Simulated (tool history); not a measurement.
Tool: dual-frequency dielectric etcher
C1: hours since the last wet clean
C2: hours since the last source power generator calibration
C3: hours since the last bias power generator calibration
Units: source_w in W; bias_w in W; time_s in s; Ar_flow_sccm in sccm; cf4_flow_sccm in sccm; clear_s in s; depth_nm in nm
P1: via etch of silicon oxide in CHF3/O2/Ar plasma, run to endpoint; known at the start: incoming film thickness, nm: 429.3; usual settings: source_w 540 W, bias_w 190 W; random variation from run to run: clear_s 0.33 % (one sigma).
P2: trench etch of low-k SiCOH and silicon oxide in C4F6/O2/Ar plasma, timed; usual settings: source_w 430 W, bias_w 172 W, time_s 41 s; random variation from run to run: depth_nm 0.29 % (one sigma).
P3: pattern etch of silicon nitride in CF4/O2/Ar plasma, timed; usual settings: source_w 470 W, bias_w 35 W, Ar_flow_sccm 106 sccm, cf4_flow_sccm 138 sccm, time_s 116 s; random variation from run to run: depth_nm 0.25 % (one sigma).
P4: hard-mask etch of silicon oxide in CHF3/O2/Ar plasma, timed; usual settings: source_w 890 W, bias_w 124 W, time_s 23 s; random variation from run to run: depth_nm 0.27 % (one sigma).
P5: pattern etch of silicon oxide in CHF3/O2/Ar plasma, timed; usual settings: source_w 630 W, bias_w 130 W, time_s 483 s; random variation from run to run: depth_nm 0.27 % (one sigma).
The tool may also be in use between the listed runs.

{"run": 1, "day": 0.192, "process": "P1", "source_w": 540, "bias_w": 190, "C1": 275.9, "C2": 513.5, "C3": 423.9, "clear_s": 225.28}
{"run": 2, "day": 0.358, "process": "P5", "source_w": 630, "bias_w": 130, "time_s": 483, "C1": 279.9, "C2": 517.5, "C3": 427.9, "depth_nm": 878.23}
{"run": 3, "day": 0.512, "process": "P1", "source_w": 540, "bias_w": 190, "C1": 283.6, "C2": 521.2, "C3": 431.6, "clear_s": 224.86}
{"run": 4, "day": 0.742, "process": "P1", "source_w": 380, "bias_w": 257, "C1": 289.1, "C2": 526.7, "C3": 437.1, "clear_s": 232.61}
{"run": 5, "day": 0.858, "process": "P4", "source_w": 580, "bias_w": 124, "time_s": 23, "C1": 291.9, "C2": 529.5, "C3": 439.9, "depth_nm": 39.522}
{"run": 6, "day": 1.092, "process": "P3", "source_w": 360, "bias_w": 35, "time_s": 116, "Ar_flow_sccm": 106, "cf4_flow_sccm": 138, "C1": 297.5, "C2": 535.1, "C3": 445.5, "depth_nm": 148.94}
{"run": 7, "day": 1.233, "process": "P5", "source_w": 630, "bias_w": 83, "time_s": 483, "C1": 300.9, "C2": 538.5, "C3": 448.9, "depth_nm": 770.99}
{"run": 8, "day": 1.475, "process": "P1", "source_w": 540, "bias_w": 118, "C1": 306.7, "C2": 544.3, "C3": 454.7, "clear_s": 263.66}
{"run": 9, "day": 1.642, "process": "P2", "source_w": 280, "bias_w": 172, "time_s": 41, "C1": 310.7, "C2": 548.3, "C3": 458.7, "depth_nm": 115.69}
{"run": 10, "day": 1.838, "process": "P1", "source_w": 690, "bias_w": 235, "C1": 315.4, "C2": 553, "C3": 463.4, "clear_s": 191.2}
{"run": 11, "day": 2.033, "process": "P3", "source_w": 470, "bias_w": 35, "time_s": 171, "Ar_flow_sccm": 106, "cf4_flow_sccm": 138, "C1": 320.1, "C2": 557.7, "C3": 468.1, "depth_nm": 276.91}
{"run": 12, "day": 2.242, "process": "P3", "source_w": 470, "bias_w": 35, "time_s": 116, "Ar_flow_sccm": 135, "cf4_flow_sccm": 138, "C1": 325.1, "C2": 562.7, "C3": 473.1, "depth_nm": 182.97}
{"run": 13, "day": 2.4, "process": "P1", "source_w": 540, "bias_w": 190, "C1": 328.9, "C2": 566.5, "C3": 476.9, "clear_s": 226.17}
{"run": 14, "day": 2.617, "process": "P2", "source_w": 430, "bias_w": 103, "time_s": 41, "C1": 334.1, "C2": 571.7, "C3": 482.1, "depth_nm": 118}
{"run": 15, "day": 2.879, "process": "P2", "source_w": 430, "bias_w": 172, "time_s": 41, "C1": 340.4, "C2": 578, "C3": 488.4, "depth_nm": 137.07}
{"run": 16, "day": 3.025, "process": "P4", "source_w": 890, "bias_w": 124, "time_s": 23, "C1": 343.9, "C2": 581.5, "C3": 491.9, "depth_nm": 46.688}
{"run": 17, "day": 3.154, "process": "P3", "source_w": 470, "bias_w": 22, "time_s": 116, "Ar_flow_sccm": 106, "cf4_flow_sccm": 138, "C1": 347, "C2": 584.6, "C3": 495, "depth_nm": 162.88}
{"run": 18, "day": 3.371, "process": "P1", "source_w": 660, "bias_w": 190, "C1": 352.2, "C2": 589.8, "C3": 500.2, "clear_s": 210.39}
{"run": 19, "day": 3.638, "process": "P3", "source_w": 470, "bias_w": 35, "time_s": 116, "Ar_flow_sccm": 106, "cf4_flow_sccm": 172, "C1": 358.6, "C2": 596.2, "C3": 506.6, "depth_nm": 193.75}
{"run": 20, "day": 3.788, "process": "P2", "source_w": 430, "bias_w": 172, "time_s": 25.5, "C1": 362.2, "C2": 599.8, "C3": 510.2, "depth_nm": 85.296}
{"run": 21, "day": 3.983, "process": "P1", "source_w": 350, "bias_w": 190, "C1": 366.9, "C2": 604.5, "C3": 514.9, "clear_s": 266}
{"run": 22, "day": 4.233, "process": "P1", "source_w": 540, "bias_w": 190, "C1": 372.9, "C2": 610.5, "C3": 520.9, "clear_s": 225.99}
{"run": 23, "day": 4.379, "process": "P4", "source_w": 890, "bias_w": 90, "time_s": 23, "C1": 376.4, "C2": 614, "C3": 524.4, "depth_nm": 42.334}
{"run": 24, "day": 4.558, "process": "P5", "source_w": 630, "bias_w": 130, "time_s": 701.5, "C1": 380.7, "C2": 618.3, "C3": 528.7, "depth_nm": 1277.2}
{"run": 25, "day": 4.812, "process": "P1", "source_w": 540, "bias_w": 227, "C1": 386.8, "C2": 624.4, "C3": 534.8, "clear_s": 211.99}
{"run": 26, "day": 5.062, "process": "P5", "source_w": 440, "bias_w": 130, "time_s": 483, "C1": 392.8, "C2": 630.4, "C3": 540.8, "depth_nm": 766.7}
{"run": 27, "day": 5.304, "process": "P4", "source_w": 890, "bias_w": 124, "time_s": 30, "C1": 398.6, "C2": 636.2, "C3": 546.6, "depth_nm": 60.694}
{"run": 28, "day": 5.554, "process": "P1", "source_w": 540, "bias_w": 190, "C1": 404.6, "C2": 642.2, "C3": 552.6, "clear_s": 225.29}
{"run": 29, "day": 5.712, "process": "P3", "source_w": 470, "bias_w": 35, "time_s": 116, "Ar_flow_sccm": 106, "cf4_flow_sccm": 138, "C1": 408.4, "C2": 646, "C3": 556.4, "depth_nm": 188.75}
{"run": 30, "day": 5.958, "process": "P1", "source_w": 540, "bias_w": 190, "C1": 414.3, "C2": 651.9, "C3": 562.3, "clear_s": 226.66}
{"run": 31, "day": 6.112, "process": "P1", "source_w": 540, "bias_w": 190, "C1": 418, "C2": 655.6, "C3": 566, "clear_s": 227.57}
{"run": 32, "day": 6.233, "process": "P1", "source_w": 540, "bias_w": 190, "C1": 420.9, "C2": 658.5, "C3": 568.9, "clear_s": 227.08}
{"run": 33, "day": 6.425, "process": "P1", "source_w": 540, "bias_w": 190, "C1": 425.5, "C2": 663.1, "C3": 573.5, "clear_s": 227.92}
{"run": 34, "day": 6.546, "process": "P1", "source_w": 540, "bias_w": 190, "C1": 428.4, "C2": 666, "C3": 576.4, "clear_s": 228.2}
{"run": 35, "day": 6.675, "process": "P1", "source_w": 540, "bias_w": 190, "C1": 431.5, "C2": 669.1, "C3": 579.5, "clear_s": 227.57}
{"run": 36, "day": 6.796, "process": "P1", "source_w": 540, "bias_w": 190, "C1": 434.4, "C2": 672, "C3": 582.4, "clear_s": 229.22}
{"run": 37, "day": 7.058, "process": "P1", "source_w": 540, "bias_w": 190, "C1": 440.7, "C2": 678.3, "C3": 588.7, "clear_s": 230.09}
{"day": 7.242, "done": "wet clean of the chamber"}
{"run": 38, "day": 7.304, "process": "P1", "source_w": 540, "bias_w": 190, "C1": 1.5, "C2": 684.2, "C3": 594.6, "clear_s": 229.86}
{"run": 39, "day": 7.508, "process": "P1", "source_w": 540, "bias_w": 190, "C1": 6.4, "C2": 689.1, "C3": 599.5, "clear_s": 229.7}
{"run": 40, "day": 7.758, "process": "P1", "source_w": 540, "bias_w": 190, "C1": 12.4, "C2": 695.1, "C3": 605.5, "clear_s": 228.74}

What P1 gives has crept away from where it was. These 2 causes fit the log equally well, each at the size given:
A: bias power that arrives under what is set, % = 4.73
B: source power that arrives under what is set, % = 4.25
The creep began at about day 5.958.
Why every other cause is out:
chamber walls in a state that lowers the etch rate, %: serviced at day 7.242, which brought nothing back

4 check runs are offered, one wafer each, their results left as question marks. Which one tells the causes apart?
{"run": "check 1", "day": 8.008, "process": "P3", "source_w": 470, "bias_w": 35, "time_s": 163, "Ar_flow_sccm": 106, "cf4_flow_sccm": 138, "depth_nm": "?"}
{"run": "check 2", "day": 8.008, "process": "P4", "source_w": 890, "bias_w": 101, "time_s": 29.5, "depth_nm": "?"}
{"run": "check 3", "day": 8.008, "process": "P5", "source_w": 630, "bias_w": 83, "time_s": 686.5, "depth_nm": "?"}
{"run": "check 4", "day": 8.008, "process": "P2", "source_w": 430, "bias_w": 103, "time_s": 41, "depth_nm": "?"}

What each check would give under each cause:
check=check_1 result=depth_nm if_A=260.81 if_B=255.06
check=check_2 result=depth_nm if_A=55.394 if_B=55.186
check=check_3 result=depth_nm if_A=1081.1 if_B=1076.6
check=check_4 result=depth_nm if_A=116.51 if_B=115.99
How far apart the two closest causes lie, in the result that separates them most: check 1 2.23 %; check 2 0.38 %; check 3 0.41 %; check 4 0.44 %
Only check 1 tells the causes apart: in the others they would give nearly the same result.

Check 1 was then run and gave: depth_nm 260.46 nm. Which cause is it?

It is A: bias power that arrives under what is set, %.
